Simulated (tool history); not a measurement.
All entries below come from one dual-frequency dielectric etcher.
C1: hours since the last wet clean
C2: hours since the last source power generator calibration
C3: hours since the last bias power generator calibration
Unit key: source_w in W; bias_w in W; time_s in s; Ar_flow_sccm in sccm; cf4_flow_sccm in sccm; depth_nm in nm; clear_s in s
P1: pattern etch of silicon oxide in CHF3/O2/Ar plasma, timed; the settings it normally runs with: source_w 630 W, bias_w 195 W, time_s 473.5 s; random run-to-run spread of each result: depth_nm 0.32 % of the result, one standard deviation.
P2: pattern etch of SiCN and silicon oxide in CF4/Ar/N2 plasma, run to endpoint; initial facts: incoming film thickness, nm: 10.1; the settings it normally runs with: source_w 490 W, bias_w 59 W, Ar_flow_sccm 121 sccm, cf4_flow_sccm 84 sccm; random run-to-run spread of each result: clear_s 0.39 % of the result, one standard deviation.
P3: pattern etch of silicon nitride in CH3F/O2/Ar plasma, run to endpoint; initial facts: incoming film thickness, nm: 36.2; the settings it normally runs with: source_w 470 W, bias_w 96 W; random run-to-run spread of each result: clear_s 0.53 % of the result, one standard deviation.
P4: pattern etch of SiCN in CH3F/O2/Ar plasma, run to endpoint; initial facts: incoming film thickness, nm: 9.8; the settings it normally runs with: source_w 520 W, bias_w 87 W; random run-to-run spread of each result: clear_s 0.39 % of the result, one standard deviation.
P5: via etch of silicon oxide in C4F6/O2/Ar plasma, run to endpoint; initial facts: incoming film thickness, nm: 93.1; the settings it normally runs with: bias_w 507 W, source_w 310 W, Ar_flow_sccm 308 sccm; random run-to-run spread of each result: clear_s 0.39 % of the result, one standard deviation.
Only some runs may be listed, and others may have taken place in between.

{"run": 1, "day": 0.179, "process": "P1", "source_w": 630, "bias_w": 195, "time_s": 473.5, "C1": 307.5, "C2": 2148.7, "C3": 2875.9, "depth_nm": 994.06}
{"run": 2, "day": 0.542, "process": "P1", "source_w": 630, "bias_w": 195, "time_s": 620.5, "C1": 316.2, "C2": 2157.4, "C3": 2884.6, "depth_nm": 1306.3}
{"run": 3, "day": 0.804, "process": "P5", "source_w": 310, "bias_w": 507, "Ar_flow_sccm": 308, "C1": 322.5, "C2": 2163.7, "C3": 2890.9, "clear_s": 22.396}
{"run": 4, "day": 1.062, "process": "P1", "source_w": 630, "bias_w": 195, "time_s": 473.5, "C1": 328.7, "C2": 2169.9, "C3": 2897.1, "depth_nm": 995.99}
{"run": 5, "day": 1.388, "process": "P2", "source_w": 490, "bias_w": 59, "Ar_flow_sccm": 164, "cf4_flow_sccm": 84, "C1": 336.5, "C2": 2177.7, "C3": 2904.9, "clear_s": 12.577}
{"run": 6, "day": 1.738, "process": "P2", "source_w": 490, "bias_w": 59, "Ar_flow_sccm": 121, "cf4_flow_sccm": 84, "C1": 344.9, "C2": 2186.1, "C3": 2913.3, "clear_s": 12.102}
{"run": 7, "day": 1.996, "process": "P1", "source_w": 630, "bias_w": 195, "time_s": 315, "C1": 351.1, "C2": 2192.3, "C3": 2919.5, "depth_nm": 663.39}
{"run": 8, "day": 2.342, "process": "P2", "source_w": 490, "bias_w": 59, "Ar_flow_sccm": 121, "cf4_flow_sccm": 84, "C1": 359.4, "C2": 2200.6, "C3": 2927.8, "clear_s": 11.952}
{"run": 9, "day": 2.525, "process": "P1", "source_w": 630, "bias_w": 150, "time_s": 473.5, "C1": 363.8, "C2": 2205, "C3": 2932.2, "depth_nm": 912.23}
{"run": 10, "day": 2.729, "process": "P4", "source_w": 520, "bias_w": 108, "C1": 368.7, "C2": 2209.9, "C3": 2937.1, "clear_s": 19.869}
{"run": 11, "day": 2.888, "process": "P1", "source_w": 630, "bias_w": 246, "time_s": 473.5, "C1": 372.5, "C2": 2213.7, "C3": 2940.9, "depth_nm": 1074}
{"run": 12, "day": 3.104, "process": "P2", "source_w": 610, "bias_w": 59, "Ar_flow_sccm": 121, "cf4_flow_sccm": 84, "C1": 377.7, "C2": 2218.9, "C3": 2946.1, "clear_s": 9.8285}
{"run": 13, "day": 3.312, "process": "P1", "source_w": 630, "bias_w": 148, "time_s": 355.5, "C1": 382.7, "C2": 2223.9, "C3": 2951.1, "depth_nm": 678.61}
{"run": 14, "day": 3.554, "process": "P1", "source_w": 630, "bias_w": 195, "time_s": 473.5, "C1": 388.5, "C2": 2229.7, "C3": 2956.9, "depth_nm": 1000.4}
{"run": 15, "day": 3.792, "process": "P1", "source_w": 460, "bias_w": 195, "time_s": 473.5, "C1": 394.2, "C2": 2235.4, "C3": 2962.6, "depth_nm": 886.02}
{"run": 16, "day": 4.092, "process": "P3", "source_w": 470, "bias_w": 96, "C1": 401.4, "C2": 2242.6, "C3": 2969.8, "clear_s": 43.774}
{"run": 17, "day": 4.396, "process": "P3", "source_w": 470, "bias_w": 96, "C1": 408.7, "C2": 2249.9, "C3": 2977.1, "clear_s": 44.013}
{"run": 18, "day": 4.667, "process": "P2", "source_w": 490, "bias_w": 43, "Ar_flow_sccm": 121, "cf4_flow_sccm": 84, "C1": 415.2, "C2": 2256.4, "C3": 2983.6, "clear_s": 13.25}
{"run": 19, "day": 4.979, "process": "P2", "source_w": 490, "bias_w": 59, "Ar_flow_sccm": 121, "cf4_flow_sccm": 57, "C1": 422.7, "C2": 2263.9, "C3": 2991.1, "clear_s": 12.888}

Run 20 has not been measured yet. What should we expect?
{"run": 20, "day": 5.212, "process": "P4", "source_w": 520, "bias_w": 87, "C1": 428.3, "C2": 2269.5, "C3": 2996.7, "clear_s": "?"}

Run 20 came out at clear_s 21.427 s.
